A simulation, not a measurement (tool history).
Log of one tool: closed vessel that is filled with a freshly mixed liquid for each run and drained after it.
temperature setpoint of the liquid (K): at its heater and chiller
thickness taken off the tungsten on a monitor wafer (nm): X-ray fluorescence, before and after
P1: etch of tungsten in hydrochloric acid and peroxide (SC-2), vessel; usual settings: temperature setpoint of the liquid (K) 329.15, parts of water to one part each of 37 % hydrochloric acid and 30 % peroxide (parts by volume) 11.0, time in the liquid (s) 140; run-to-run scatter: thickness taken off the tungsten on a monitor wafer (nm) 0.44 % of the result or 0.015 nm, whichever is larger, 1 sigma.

run,hour,temperature setpoint of the liquid (K),parts of water to one part each of 37 % hydrochloric acid and 30 % peroxide (parts by volume),time in the liquid (s),thickness taken off the tungsten on a monitor wafer (nm)
1,11.7,329.15,11.0,140,24.2660
2,24.6,329.15,11.0,140,24.1110
3,35.9,329.15,18.0,140,15.6810
4,45.6,329.15,11.0,140,24.1720
5,54.1,329.15,15.5,70,9.0447
6,68.5,329.15,11.0,140,24.4210
7,81.7,329.15,11.0,35,6.0935
8,89.3,329.15,11.0,215,37.0710
9,103.1,329.15,11.0,140,24.1140
10,118.0,329.15,11.0,140,24.2030
11,127.9,329.15,16.5,45,5.4015
12,134.7,329.15,11.0,140,24.1630
13,147.5,345.15,11.0,140,64.5660
14,155.4,316.65,11.0,140,10.4640
15,164.0,342.65,11.0,250,99.8380
16,170.7,329.15,4.0,140,52.5140
17,177.9,329.15,11.0,140,24.1670
18,185.1,329.15,11.0,140,23.0900
19,193.7,329.15,11.0,140,22.7140
20,200.3,329.15,11.0,140,22.4990
21,207.0,329.15,11.0,140,22.3450
# hour 210.2: new drum of peroxide connected
22,213.9,329.15,11.0,140,22.1860
23,222.2,329.15,11.0,140,22.0980

What P1 gives has crept away from where it was. These 2 causes fit the log equally well, each at the size given:
A: liquid colder than its thermometer reads (K) = 1.34
B: chemicals flow below the setpoint (%) = 9.6
The creep began at about hour 177.9.
Why every other cause is out:
peroxide weaker than its label (%): serviced at hour 210.2, which brought nothing back

4 check runs are offered, each on 2 wafers whose results are averaged, their results left as question marks. Which one tells the causes apart?
check 1,230.5,317.65,4.0,140,?
check 2,230.5,339.15,11.0,205,?
check 3,230.5,335.15,11.0,200,?
check 4,230.5,340.15,11.0,140,?

What each check would give under each cause:
check,result,if A,if B
check 1,thickness taken off the tungsten on a monitor wafer (nm),22.1890,22.7370
check 2,thickness taken off the tungsten on a monitor wafer (nm),60.8710,60.5910
check 3,thickness taken off the tungsten on a monitor wafer (nm),46.3900,46.2670
check 4,thickness taken off the tungsten on a monitor wafer (nm),44.1780,43.9540
How far apart the two closest causes lie, in the result that separates them most: check 1 2.44 %; check 2 0.46 %; check 3 0.26 %; check 4 0.51 %
Check 1 tells the causes apart: in the others they would give nearly the same result.

Check 1 was then run and gave: thickness taken off the tungsten on a monitor wafer (nm) 22.7650. Which cause is it?

It is B: chemicals flow below the setpoint (%).

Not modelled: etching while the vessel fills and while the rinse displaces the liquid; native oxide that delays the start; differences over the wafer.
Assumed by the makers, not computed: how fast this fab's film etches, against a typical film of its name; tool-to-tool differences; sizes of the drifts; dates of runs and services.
